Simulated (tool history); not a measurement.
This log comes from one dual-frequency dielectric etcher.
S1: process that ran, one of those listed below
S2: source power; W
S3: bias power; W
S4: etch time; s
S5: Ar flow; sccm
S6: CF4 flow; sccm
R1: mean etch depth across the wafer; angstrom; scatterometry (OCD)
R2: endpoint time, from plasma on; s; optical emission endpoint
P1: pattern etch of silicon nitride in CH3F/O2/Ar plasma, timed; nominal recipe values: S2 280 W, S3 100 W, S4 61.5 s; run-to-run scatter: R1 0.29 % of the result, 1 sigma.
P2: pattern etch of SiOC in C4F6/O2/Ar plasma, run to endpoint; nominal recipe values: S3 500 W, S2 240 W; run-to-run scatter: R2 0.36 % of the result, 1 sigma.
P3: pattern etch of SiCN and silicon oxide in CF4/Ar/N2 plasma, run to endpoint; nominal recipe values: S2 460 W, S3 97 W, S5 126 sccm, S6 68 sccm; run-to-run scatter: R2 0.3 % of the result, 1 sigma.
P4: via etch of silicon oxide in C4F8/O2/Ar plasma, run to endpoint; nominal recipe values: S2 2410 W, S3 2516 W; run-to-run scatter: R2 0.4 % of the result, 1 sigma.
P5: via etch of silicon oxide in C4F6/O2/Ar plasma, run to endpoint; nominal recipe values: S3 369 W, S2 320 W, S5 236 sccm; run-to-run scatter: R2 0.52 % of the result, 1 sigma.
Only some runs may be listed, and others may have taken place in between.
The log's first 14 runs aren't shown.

| run | hour | S1 | S2 | S3 | S4 | S5 | S6 | R1 | R2 |
|---|---|---|---|---|---|---|---|---|---|
| 15 | 136.4 | P4 | 3020 | 2516 |  |  |  |  | 232.5200 |
| 16 | 144.3 | P5 | 190 | 369 |  | 236 |  |  | 32.9540 |
| 17 | 151.0 | P4 | 2410 | 1912 |  |  |  |  | 274.4500 |
|  | 152.4 | source power generator calibrated |
| 18 | 158.3 | P2 | 240 | 623 |  |  |  |  | 9.7768 |
| 19 | 169.2 | P1 | 280 | 124 | 61.5 |  |  | 456.69 |  |
| 20 | 181.0 | P1 | 210 | 66 | 61.5 |  |  | 325.38 |  |
| 21 | 192.2 | P1 | 280 | 100 | 61.5 |  |  | 419.77 |  |
| 22 | 200.9 | P3 | 460 | 97 |  | 88 | 68 |  | 13.8490 |
| 23 | 213.0 | P3 | 460 | 71 |  | 126 | 68 |  | 16.3070 |
| 24 | 223.0 | P2 | 240 | 500 |  |  |  |  | 10.6760 |
| 25 | 228.8 | P1 | 280 | 100 | 61.5 |  |  | 420.71 |  |
| 26 | 234.2 | P1 | 190 | 100 | 61.5 |  |  | 364.58 |  |
| 27 | 244.1 | P3 | 460 | 97 |  | 126 | 68 |  | 14.5520 |
| 28 | 249.6 | P1 | 280 | 100 | 61.5 |  |  | 421.77 |  |
| 29 | 256.3 | P1 | 280 | 100 | 61.5 |  |  | 421.58 |  |
| 30 | 264.5 | P1 | 280 | 100 | 89.5 |  |  | 610.37 |  |
| 31 | 274.8 | P1 | 280 | 100 | 61.5 |  |  | 418.87 |  |
| 32 | 286.8 | P1 | 280 | 100 | 61.5 |  |  | 416.69 |  |
| 33 | 296.4 | P1 | 280 | 100 | 61.5 |  |  | 417.88 |  |

Run 34 comes next. What will it give?
| 34 | 307.3 | P1 | 280 | 100 | 61.5 |  |  | ? |  |

Run 34 gave R1 413.90 angstrom.
